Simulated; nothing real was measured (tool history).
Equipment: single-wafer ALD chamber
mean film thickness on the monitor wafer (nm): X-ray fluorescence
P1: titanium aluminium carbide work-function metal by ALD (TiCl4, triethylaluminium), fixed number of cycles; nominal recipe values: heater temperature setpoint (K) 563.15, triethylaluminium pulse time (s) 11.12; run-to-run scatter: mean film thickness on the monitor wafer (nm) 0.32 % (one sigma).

run	hour	heater temperature setpoint (K)	triethylaluminium pulse time (s)	hours since the last thermocouple change	hours since the last triethylaluminium bottle change	mean film thickness on the monitor wafer (nm)
1	12.5	563.15	11.12	1449.0	640.9	1.9082
2	19.3	563.15	11.12	1455.8	647.7	1.9127
3	31.0	563.15	11.12	1467.5	659.4	1.9133
4	38.2	563.15	14.84	1474.7	666.6	1.9414
# hour 39.2: triethylaluminium bottle replaced
5	46.6	545.15	4.50	1483.1	7.5	1.4211
6	53.9	563.15	11.12	1490.4	14.8	1.9197
7	60.9	588.15	11.12	1497.4	21.8	2.1339
8	69.6	539.15	7.65	1506.1	30.5	1.6239
9	77.5	582.15	5.01	1514.0	38.4	1.7483
10	84.7	563.15	11.12	1521.2	45.6	1.9184
11	91.6	563.15	6.89	1528.1	52.5	1.7681
12	99.1	545.15	11.12	1535.6	60.0	1.7533
13	107.3	563.15	11.12	1543.8	68.2	1.9139
14	115.4	563.15	11.12	1551.9	76.3	1.9209
15	124.0	563.15	11.12	1560.5	84.9	1.8991
16	132.5	563.15	11.12	1569.0	93.4	1.8818
17	142.5	563.15	11.12	1579.0	103.4	1.8750
18	151.2	563.15	11.12	1587.7	112.1	1.8723
19	161.7	563.15	11.12	1598.2	122.6	1.8644
20	173.8	563.15	11.12	1610.3	134.7	1.8603

What P1 gives has crept off from where it sat before. The 2 causes that follow fit the log equally well, each at the size noted:
A: triethylaluminium dose below that of a fresh bottle (%) = 19.3
B: wafer temperature below the value expected at the setpoint (K) = 5.4
The drift started at roughly hour 115.4.

Listed below are the offered check runs, one wafer per run, with question marks in place of results. For which of them would the causes give clearly different outcomes?
check 1	185.9	584.15	11.12			?
check 2	185.9	548.15	7.65			?
check 3	185.9	577.15	11.12			?
check 4	185.9	583.15	11.12			?

Outcome of each check run for each possible cause:
check	result	if A	if B
check 1	mean film thickness on the monitor wafer (nm)	2.0448	2.0483
check 2	mean film thickness on the monitor wafer (nm)	1.6073	1.6506
check 3	mean film thickness on the monitor wafer (nm)	1.9851	1.9874
check 4	mean film thickness on the monitor wafer (nm)	2.0363	2.0396
Distance between the nearest two causes, measured in the result of the check that separates them most: check 1 0.17 %; check 2 2.66 %; check 3 0.12 %; check 4 0.16 %
Only in check 2 would the causes give clearly different results; in the remaining checks their results would be nearly the same.

Here is what check 2 returned: mean film thickness on the monitor wafer (nm) 1.6060. Which cause is it?

A is the cause: triethylaluminium dose below that of a fresh bottle (%).

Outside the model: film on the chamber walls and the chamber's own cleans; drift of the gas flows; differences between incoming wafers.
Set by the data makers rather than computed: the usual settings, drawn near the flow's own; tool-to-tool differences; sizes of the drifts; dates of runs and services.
